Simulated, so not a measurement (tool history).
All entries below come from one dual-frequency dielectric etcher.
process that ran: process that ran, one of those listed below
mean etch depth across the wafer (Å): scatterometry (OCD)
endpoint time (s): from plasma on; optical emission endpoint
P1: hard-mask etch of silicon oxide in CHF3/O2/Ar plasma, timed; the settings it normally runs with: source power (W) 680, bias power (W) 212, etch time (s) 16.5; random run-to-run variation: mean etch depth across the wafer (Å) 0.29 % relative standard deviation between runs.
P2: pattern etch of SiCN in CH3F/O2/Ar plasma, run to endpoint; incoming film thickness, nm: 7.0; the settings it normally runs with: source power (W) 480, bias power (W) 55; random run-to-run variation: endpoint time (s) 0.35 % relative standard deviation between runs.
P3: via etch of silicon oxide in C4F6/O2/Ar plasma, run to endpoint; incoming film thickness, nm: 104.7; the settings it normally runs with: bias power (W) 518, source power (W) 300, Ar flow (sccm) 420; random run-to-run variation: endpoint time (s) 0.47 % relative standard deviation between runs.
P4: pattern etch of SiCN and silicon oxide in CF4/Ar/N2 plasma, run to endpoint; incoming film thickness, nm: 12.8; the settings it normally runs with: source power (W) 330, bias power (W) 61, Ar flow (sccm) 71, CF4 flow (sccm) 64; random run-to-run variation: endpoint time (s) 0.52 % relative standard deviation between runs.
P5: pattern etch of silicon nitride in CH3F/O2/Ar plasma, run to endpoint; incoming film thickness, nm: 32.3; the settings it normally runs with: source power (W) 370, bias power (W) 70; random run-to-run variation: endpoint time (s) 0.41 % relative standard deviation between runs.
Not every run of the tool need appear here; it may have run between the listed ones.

run,day,process that ran,source power (W),bias power (W),etch time (s),Ar flow (sccm),CF4 flow (sccm),hours since the last wet clean,hours since the last source power generator calibration,hours since the last bias power generator calibration,mean etch depth across the wafer (Å),endpoint time (s)
1,0.296,P1,680,212,16.5,,,174.1,830.0,1021.8,362.33,
2,0.625,P4,330,61,,71,64,182.0,837.9,1029.7,,19.739
3,0.875,P1,680,212,12.5,,,188.0,843.9,1035.7,274.81,
4,1.221,P2,480,55,,,,196.3,852.2,1044.0,,19.431
5,1.467,P3,300,518,,420,,202.2,858.1,1049.9,,26.780
6,1.683,P1,680,212,23.0,,,207.4,863.3,1055.1,507.33,
7,1.979,P4,330,61,,71,90,214.5,870.4,1062.2,,18.706
8,2.325,P4,330,61,,55,64,222.8,878.7,1070.5,,19.099
9,2.525,P3,300,316,,420,,227.6,883.5,1075.3,,32.133
10,2.758,P1,680,158,12.0,,,233.2,889.1,1080.9,239.31,
11,2.967,P1,960,212,16.5,,,238.2,894.1,1085.9,413.72,
12,3.158,P4,330,61,,71,64,242.8,898.7,1090.5,,19.856
13,3.542,P1,680,167,16.5,,,252.0,907.9,1099.7,334.68,
14,3.817,P3,300,518,,250,,258.6,914.5,1106.3,,25.200
15,4.071,P3,220,518,,420,,264.7,920.6,1112.4,,30.118
16,4.279,P1,680,212,16.5,,,269.7,925.6,1117.4,363.34,
17,4.638,P1,680,212,16.5,,,278.3,934.2,1126.0,362.65,
18,4.896,P1,680,212,16.5,,,284.5,940.4,1132.2,364.27,
19,5.117,P4,330,38,,71,64,289.8,945.7,1137.5,,22.611
20,5.479,P5,370,70,,,,298.5,954.4,1146.2,,45.387
21,5.729,P5,510,70,,,,304.5,960.4,1152.2,,40.070
22,5.979,P1,680,212,16.5,,,310.5,966.4,1158.2,362.51,
23,6.325,P2,480,55,,,,318.8,974.7,1166.5,,19.545
24,6.521,P1,680,276,16.5,,,323.5,979.4,1171.2,398.66,
25,6.883,P4,260,61,,71,64,332.2,988.1,1179.9,,24.185
26,7.125,P2,300,55,,,,338.0,993.9,1185.7,,23.465
27,7.454,P5,370,70,,,,345.9,1001.8,1193.6,,45.623
28,7.750,P2,480,33,,,,353.0,1008.9,1200.7,,22.869
29,8.033,P1,550,212,16.5,,,359.8,1015.7,1207.5,333.41,

Run 30, settings as shown, results not yet in. Your forecast:
30,8.375,P5,370,97,,,,368.0,1023.9,1215.7,,?

endpoint time (s): 40.768
